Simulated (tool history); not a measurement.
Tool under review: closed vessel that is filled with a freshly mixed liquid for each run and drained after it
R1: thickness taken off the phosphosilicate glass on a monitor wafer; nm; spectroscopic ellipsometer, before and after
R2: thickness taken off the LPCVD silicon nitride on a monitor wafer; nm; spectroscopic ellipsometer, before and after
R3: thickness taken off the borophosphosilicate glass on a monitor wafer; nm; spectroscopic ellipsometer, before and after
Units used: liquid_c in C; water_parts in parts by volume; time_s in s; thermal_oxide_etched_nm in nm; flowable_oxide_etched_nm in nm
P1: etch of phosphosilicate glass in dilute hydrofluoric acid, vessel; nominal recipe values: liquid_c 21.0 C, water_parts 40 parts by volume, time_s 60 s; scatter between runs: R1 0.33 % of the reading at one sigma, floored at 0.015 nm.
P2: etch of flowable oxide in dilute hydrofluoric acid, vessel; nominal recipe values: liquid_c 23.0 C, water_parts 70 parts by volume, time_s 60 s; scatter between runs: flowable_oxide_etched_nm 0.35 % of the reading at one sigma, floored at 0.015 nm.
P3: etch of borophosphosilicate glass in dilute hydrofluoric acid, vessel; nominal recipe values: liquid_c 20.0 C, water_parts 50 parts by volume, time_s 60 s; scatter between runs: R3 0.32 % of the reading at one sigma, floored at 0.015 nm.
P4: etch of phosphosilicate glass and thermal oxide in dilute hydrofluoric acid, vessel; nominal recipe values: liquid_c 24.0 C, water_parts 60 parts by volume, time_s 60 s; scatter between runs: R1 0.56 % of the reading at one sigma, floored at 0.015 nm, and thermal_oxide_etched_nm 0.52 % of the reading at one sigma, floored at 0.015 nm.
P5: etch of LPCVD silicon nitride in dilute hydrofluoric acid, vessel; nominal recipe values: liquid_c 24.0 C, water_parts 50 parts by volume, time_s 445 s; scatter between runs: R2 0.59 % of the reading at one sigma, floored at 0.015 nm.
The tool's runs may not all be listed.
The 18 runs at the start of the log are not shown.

Run 19, hour 113.2: process P1, liquid_c 21.0 C, water_parts 40 parts by volume, time_s 60 s. Result: R1 145.680 nm.
Run 20, hour 120.9: process P2, liquid_c 23.0 C, water_parts 70 parts by volume, time_s 30 s. Result: flowable_oxide_etched_nm 12.292 nm.
Run 21, hour 128.2: process P5, liquid_c 24.0 C, water_parts 50 parts by volume, time_s 445 s. Result: R2 4.60240 nm.
Run 22, hour 136.9: process P4, liquid_c 17.0 C, water_parts 60 parts by volume, time_s 60 s. Result: R1 157.600 nm, thermal_oxide_etched_nm 3.7742 nm.
Run 23, hour 144.0: process P2, liquid_c 23.0 C, water_parts 70 parts by volume, time_s 60 s. Result: flowable_oxide_etched_nm 24.719 nm.
Run 24, hour 152.3: process P4, liquid_c 24.0 C, water_parts 60 parts by volume, time_s 60 s. Result: R1 212.010 nm, thermal_oxide_etched_nm 5.0232 nm.
Run 25, hour 161.2: process P3, liquid_c 20.0 C, water_parts 20 parts by volume, time_s 60 s. Result: R3 114.960 nm.
Run 26, hour 169.0: process P1, liquid_c 17.0 C, water_parts 40 parts by volume, time_s 60 s. Result: R1 122.480 nm.
Run 27, hour 173.2: process P2, liquid_c 23.0 C, water_parts 70 parts by volume, time_s 60 s. Result: flowable_oxide_etched_nm 24.685 nm.
Run 28, hour 180.6: process P3, liquid_c 17.0 C, water_parts 50 parts by volume, time_s 60 s. Result: R3 39.132 nm.
Run 29, hour 185.2: process P1, liquid_c 26.5 C, water_parts 20 parts by volume, time_s 60 s. Result: R1 378.660 nm.
Run 30, hour 190.0: process P2, liquid_c 17.5 C, water_parts 70 parts by volume, time_s 60 s. Result: flowable_oxide_etched_nm 19.540 nm.
Run 31, hour 198.7: process P1, liquid_c 21.0 C, water_parts 40 parts by volume, time_s 60 s. Result: R1 145.690 nm.

For run 32, what comes out?
Run 32, hour 206.6: process P1, liquid_c 21.0 C, water_parts 40 parts by volume, time_s 60 s. Result: R1 ?.

{"run 32": {"R1": 140.16}}
